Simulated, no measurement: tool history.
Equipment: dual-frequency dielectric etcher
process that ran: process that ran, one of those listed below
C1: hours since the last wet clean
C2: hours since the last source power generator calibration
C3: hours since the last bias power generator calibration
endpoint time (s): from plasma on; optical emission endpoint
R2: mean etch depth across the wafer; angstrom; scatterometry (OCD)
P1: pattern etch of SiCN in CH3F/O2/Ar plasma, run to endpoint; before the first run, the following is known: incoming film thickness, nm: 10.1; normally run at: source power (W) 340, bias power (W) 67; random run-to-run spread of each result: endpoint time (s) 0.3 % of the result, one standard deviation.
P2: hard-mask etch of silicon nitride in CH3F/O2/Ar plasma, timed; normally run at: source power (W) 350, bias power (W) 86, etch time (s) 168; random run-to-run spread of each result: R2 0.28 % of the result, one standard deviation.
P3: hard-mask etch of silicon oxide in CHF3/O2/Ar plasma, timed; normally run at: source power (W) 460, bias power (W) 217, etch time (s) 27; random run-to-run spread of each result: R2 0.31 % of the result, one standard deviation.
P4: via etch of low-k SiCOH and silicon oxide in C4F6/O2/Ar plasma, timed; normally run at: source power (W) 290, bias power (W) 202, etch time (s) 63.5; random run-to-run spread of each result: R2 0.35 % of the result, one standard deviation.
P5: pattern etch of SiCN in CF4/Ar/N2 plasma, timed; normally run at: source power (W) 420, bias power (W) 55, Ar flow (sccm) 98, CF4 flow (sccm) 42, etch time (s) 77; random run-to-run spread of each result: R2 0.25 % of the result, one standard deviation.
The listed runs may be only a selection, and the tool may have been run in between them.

run 1 day=0.096 | process_that_ran=P1 source_power_(W)=340 bias_power_(W)=67 | C1=113.2 C2=3015 C3=1947.6 | endpoint_time_(s)=30.112
run 2 day=0.179 | process_that_ran=P4 source_power_(W)=290 bias_power_(W)=202 etch_time_(s)=63.5 | C1=115.2 C2=3017 C3=1949.6 | R2=1650.9
run 3 day=0.283 | process_that_ran=P1 source_power_(W)=340 bias_power_(W)=67 | C1=117.7 C2=3019.5 C3=1952.1 | endpoint_time_(s)=30.162
run 4 day=0.388 | process_that_ran=P1 source_power_(W)=340 bias_power_(W)=67 | C1=120.2 C2=3022 C3=1954.6 | endpoint_time_(s)=30.026
run 5 day=0.546 | process_that_ran=P1 source_power_(W)=230 bias_power_(W)=67 | C1=124 C2=3025.8 C3=1958.4 | endpoint_time_(s)=34.809
run 6 day=0.65 | process_that_ran=P5 source_power_(W)=420 bias_power_(W)=55 etch_time_(s)=77 Ar_flow_(sccm)=98 CF4_flow_(sccm)=42 | C1=126.5 C2=3028.3 C3=1960.9 | R2=537.9
run 7 day=0.767 | process_that_ran=P5 source_power_(W)=420 bias_power_(W)=55 etch_time_(s)=77 Ar_flow_(sccm)=98 CF4_flow_(sccm)=30 | C1=129.3 C2=3031.1 C3=1963.7 | R2=507.17
run 8 day=0.921 | process_that_ran=P4 source_power_(W)=230 bias_power_(W)=202 etch_time_(s)=63.5 | C1=133 C2=3034.8 C3=1967.4 | R2=1501.2
run 9 day=1.017 | process_that_ran=P1 source_power_(W)=470 bias_power_(W)=47 | C1=135.3 C2=3037.1 C3=1969.7 | endpoint_time_(s)=29.947
run 10 day=1.154 | process_that_ran=P5 source_power_(W)=420 bias_power_(W)=33 etch_time_(s)=77 Ar_flow_(sccm)=98 CF4_flow_(sccm)=42 | C1=138.6 C2=3040.4 C3=1973 | R2=451.95
run 11 day=1.288 | process_that_ran=P1 source_power_(W)=340 bias_power_(W)=89 | C1=141.8 C2=3043.6 C3=1976.2 | endpoint_time_(s)=27.116
run 12 day=1.458 | process_that_ran=P2 source_power_(W)=350 bias_power_(W)=86 etch_time_(s)=168 | C1=145.9 C2=3047.7 C3=1980.3 | R2=1166.5
run 13 day=1.55 | process_that_ran=P4 source_power_(W)=290 bias_power_(W)=202 etch_time_(s)=48.5 | C1=148.1 C2=3049.9 C3=1982.5 | R2=1258.9
run 14 day=1.721 | process_that_ran=P1 source_power_(W)=340 bias_power_(W)=67 | C1=152.2 C2=3054 C3=1986.6 | endpoint_time_(s)=30.206
run 15 day=1.825 | process_that_ran=P5 source_power_(W)=420 bias_power_(W)=55 etch_time_(s)=100 Ar_flow_(sccm)=98 CF4_flow_(sccm)=42 | C1=154.7 C2=3056.5 C3=1989.1 | R2=694.75
run 16 day=1.996 | process_that_ran=P4 source_power_(W)=290 bias_power_(W)=122 etch_time_(s)=63.5 | C1=158.8 C2=3060.6 C3=1993.2 | R2=1402.8
run 17 day=2.154 | process_that_ran=P5 source_power_(W)=270 bias_power_(W)=55 etch_time_(s)=77 Ar_flow_(sccm)=98 CF4_flow_(sccm)=42 | C1=162.6 C2=3064.4 C3=1997 | R2=365.37
run 18 day=2.279 | process_that_ran=P2 source_power_(W)=430 bias_power_(W)=86 etch_time_(s)=168 | C1=165.6 C2=3067.4 C3=2000 | R2=1262.4
run 19 day=2.425 | process_that_ran=P1 source_power_(W)=340 bias_power_(W)=67 | C1=169.1 C2=3070.9 C3=2003.5 | endpoint_time_(s)=30.137
run 20 day=2.521 | process_that_ran=P5 source_power_(W)=420 bias_power_(W)=55 etch_time_(s)=77 Ar_flow_(sccm)=66 CF4_flow_(sccm)=42 | C1=171.4 C2=3073.2 C3=2005.8 | R2=574.52
run 21 day=2.696 | process_that_ran=P3 source_power_(W)=460 bias_power_(W)=217 etch_time_(s)=36 | C1=175.6 C2=3077.4 C3=2010 | R2=690.03
run 22 day=2.817 | process_that_ran=P3 source_power_(W)=460 bias_power_(W)=217 etch_time_(s)=27 | C1=178.5 C2=3080.3 C3=2012.9 | R2=517.87

Predict the results of run 23:
run 23 day=2.983 | process_that_ran=P2 source_power_(W)=350 bias_power_(W)=86 etch_time_(s)=226.5 | C1=182.5 C2=3084.3 C3=2016.9 | R2=?

Run 23 measured R2 1570.3 angstrom.
